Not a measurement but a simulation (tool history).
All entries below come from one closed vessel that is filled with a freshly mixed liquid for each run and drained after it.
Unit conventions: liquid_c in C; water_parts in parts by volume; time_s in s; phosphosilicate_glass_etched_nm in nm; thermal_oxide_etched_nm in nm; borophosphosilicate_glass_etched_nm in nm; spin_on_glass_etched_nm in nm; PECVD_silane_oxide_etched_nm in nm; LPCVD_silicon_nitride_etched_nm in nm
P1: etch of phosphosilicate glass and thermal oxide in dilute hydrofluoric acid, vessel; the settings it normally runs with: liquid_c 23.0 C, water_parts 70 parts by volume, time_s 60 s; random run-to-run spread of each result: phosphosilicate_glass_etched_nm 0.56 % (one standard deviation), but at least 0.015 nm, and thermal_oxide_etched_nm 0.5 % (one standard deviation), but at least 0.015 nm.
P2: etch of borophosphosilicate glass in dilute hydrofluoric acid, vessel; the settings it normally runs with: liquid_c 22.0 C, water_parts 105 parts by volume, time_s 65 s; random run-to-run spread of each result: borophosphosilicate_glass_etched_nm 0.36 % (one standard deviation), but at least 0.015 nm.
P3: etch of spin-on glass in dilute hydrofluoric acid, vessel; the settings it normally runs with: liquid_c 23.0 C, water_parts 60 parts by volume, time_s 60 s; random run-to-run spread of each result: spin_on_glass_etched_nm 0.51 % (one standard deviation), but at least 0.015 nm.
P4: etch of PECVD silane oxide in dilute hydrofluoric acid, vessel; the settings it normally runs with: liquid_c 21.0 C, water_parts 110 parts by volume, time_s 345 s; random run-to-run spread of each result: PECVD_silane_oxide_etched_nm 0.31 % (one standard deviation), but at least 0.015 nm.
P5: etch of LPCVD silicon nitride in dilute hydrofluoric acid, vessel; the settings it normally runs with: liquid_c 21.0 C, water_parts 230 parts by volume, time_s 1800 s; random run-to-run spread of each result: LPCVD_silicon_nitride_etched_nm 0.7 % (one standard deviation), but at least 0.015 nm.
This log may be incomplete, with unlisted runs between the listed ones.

run,hour,process,liquid_c,water_parts,time_s,phosphosilicate_glass_etched_nm,thermal_oxide_etched_nm,borophosphosilicate_glass_etched_nm,spin_on_glass_etched_nm,PECVD_silane_oxide_etched_nm,LPCVD_silicon_nitride_etched_nm
1,10.5,P1,23.0,70,60,168.370,4.1417,,,,
2,15.7,P2,22.0,105,130,,,78.732,,,
3,25.2,P3,23.0,25,60,,,,85.116,,
4,32.0,P1,23.0,70,110,307.070,7.6080,,,,
5,39.2,P4,21.0,30,345,,,,,176.400,
6,49.0,P5,21.0,230,1800,,,,,,3.3050
7,59.8,P3,23.0,60,60,,,,34.142,,
8,70.6,P5,21.0,230,3000,,,,,,5.5380
# hour 75.4: hydrofluoric acid flow meter replaced
9,76.6,P1,17.5,70,60,134.390,3.2938,,,,
10,84.9,P1,23.0,35,60,352.710,8.7318,,,,
11,90.3,P4,21.0,110,640,,,,,80.836,
12,97.4,P1,23.0,70,60,168.750,4.1048,,,,
13,106.5,P1,23.0,70,30,84.156,2.0627,,,,
14,113.8,P5,21.0,55,1800,,,,,,13.4480
15,118.7,P1,23.0,70,60,169.850,4.1977,,,,
16,128.8,P1,23.0,70,60,168.560,4.1381,,,,
17,138.0,P1,23.0,110,60,101.090,2.5387,,,,
18,144.9,P5,17.0,230,1800,,,,,,2.5434
19,155.1,P1,23.0,70,60,167.230,4.1729,,,,
20,164.0,P3,19.0,60,60,,,,28.633,,
21,173.2,P4,21.0,110,345,,,,,43.631,
22,182.5,P2,30.0,105,65,,,54.018,,,
23,193.3,P1,27.5,115,60,115.440,2.8314,,,,
24,199.2,P3,23.0,60,30,,,,17.008,,
25,204.0,P2,22.0,180,65,,,21.322,,,
26,214.2,P1,23.0,70,60,168.620,4.1565,,,,
27,225.0,P4,29.0,110,345,,,,,58.885,
28,231.7,P1,23.0,70,60,168.640,4.1433,,,,
29,241.0,P2,22.0,105,65,,,39.518,,,
30,246.7,P1,28.0,45,60,331.240,8.1790,,,,
31,256.8,P5,21.0,230,1800,,,,,,3.3556
32,261.9,P1,29.0,70,60,213.960,5.2061,,,,
33,271.8,P2,22.0,105,65,,,39.481,,,
34,279.4,P1,23.0,70,60,168.580,4.0959,,,,
35,287.6,P1,23.0,70,60,164.270,3.9777,,,,
36,296.0,P1,23.0,70,60,161.670,3.9146,,,,
37,304.8,P1,23.0,70,60,161.180,3.8840,,,,
38,311.9,P1,23.0,70,60,159.160,3.9224,,,,
39,320.8,P1,23.0,70,60,157.120,3.8678,,,,
40,331.6,P1,23.0,70,60,156.110,3.8640,,,,
41,339.2,P1,23.0,70,60,156.120,3.8377,,,,
42,346.5,P1,23.0,70,60,156.040,3.8358,,,,
43,351.7,P1,23.0,70,60,155.430,3.8498,,,,
44,357.5,P1,23.0,70,60,156.950,3.8509,,,,
45,366.9,P1,23.0,70,60,155.310,3.8806,,,,

Compared with where it was, what P1 gives has crept away. Each cause listed below fits the log as well as the rest, at the size given for it:
A: hydrofluoric acid flow below the setpoint (%) = 7.06
B: liquid colder than its thermometer reads (K) = 1.94
Onset of the creep was near hour 279.4.

Which of the check runs below tells the causes apart, meaning the causes would give it clearly different results? Each run uses 2 wafers whose results are averaged, and each result is shown as a question mark.
check 1,376.3,P5,21.0,230,1800,,,,,,?
check 2,376.3,P3,23.0,60,60,,,,?,,
check 3,376.3,P4,21.0,110,345,,,,,?,
check 4,376.3,P2,22.0,105,65,,,?,,,

If the cause were each of the candidates in turn, the checks would give the following:
check,result,if A,if B
check 1,LPCVD_silicon_nitride_etched_nm,3.1214,2.9554
check 2,spin_on_glass_etched_nm,31.385,31.340
check 3,PECVD_silane_oxide_etched_nm,39.968,40.106
check 4,borophosphosilicate_glass_etched_nm,36.355,36.492
Gap, in per cent, between the two causes that each check separates least, read from the result that separates them most: check 1 5.46 %; check 2 0.14 %; check 3 0.35 %; check 4 0.38 %
Check 1 tells the causes apart: in the others they would give nearly the same result.

Here is what check 1 returned: LPCVD_silicon_nitride_etched_nm 3.1462 nm. Which cause is it?

It was cause A: hydrofluoric acid flow below the setpoint (%).

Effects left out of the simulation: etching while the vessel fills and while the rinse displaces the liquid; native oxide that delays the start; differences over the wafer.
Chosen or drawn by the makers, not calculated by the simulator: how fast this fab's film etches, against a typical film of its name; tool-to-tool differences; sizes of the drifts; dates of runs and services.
